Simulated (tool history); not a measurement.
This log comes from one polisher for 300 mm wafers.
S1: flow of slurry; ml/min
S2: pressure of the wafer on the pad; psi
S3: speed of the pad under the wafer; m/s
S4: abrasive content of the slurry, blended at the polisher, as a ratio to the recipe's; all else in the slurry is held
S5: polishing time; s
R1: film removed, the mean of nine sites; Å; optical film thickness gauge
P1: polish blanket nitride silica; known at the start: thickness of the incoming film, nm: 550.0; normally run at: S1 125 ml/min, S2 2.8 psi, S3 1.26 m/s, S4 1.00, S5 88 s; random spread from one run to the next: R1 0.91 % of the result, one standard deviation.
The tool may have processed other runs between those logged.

run 1 hour=9.0 | S1=125 S2=2.8 S3=1.26 S4=1.00 S5=88 | R1=573.08
run 2 hour=17.0 | S1=125 S2=2.8 S3=1.26 S4=1.00 S5=88 | R1=568.87
run 3 hour=27.3 | S1=125 S2=2.8 S3=1.26 S4=1.00 S5=125 | R1=807.51
run 4 hour=35.9 | S1=125 S2=2.8 S3=1.26 S4=1.00 S5=88 | R1=572.34
run 5 hour=42.6 | S1=125 S2=2.8 S3=0.56 S4=1.00 S5=88 | R1=297.21
run 6 hour=50.3 | S1=190 S2=2.8 S3=1.26 S4=1.00 S5=88 | R1=601.47
run 7 hour=59.8 | S1=125 S2=2.8 S3=1.26 S4=1.35 S5=88 | R1=641.40
run 8 hour=72.0 | S1=125 S2=2.8 S3=1.26 S4=1.00 S5=88 | R1=564.33
-- hour=72.7 head pressure recalibrated
run 9 hour=81.7 | S1=170 S2=2.8 S3=1.26 S4=1.40 S5=88 | R1=682.09
run 10 hour=93.8 | S1=125 S2=2.8 S3=1.60 S4=1.00 S5=88 | R1=679.77
-- hour=95.0 worn pad replaced by a new one
run 11 hour=99.9 | S1=125 S2=2.8 S3=1.26 S4=0.55 S5=88 | R1=415.76
-- hour=100.4 conditioning disc replaced and pad reconditioned
run 12 hour=111.8 | S1=125 S2=4.2 S3=1.26 S4=1.00 S5=88 | R1=859.31

For run 13, what comes out?
run 13 hour=123.2 | S1=75 S2=2.8 S3=1.26 S4=1.00 S5=88 | R1=?

R1: 497.94 Å
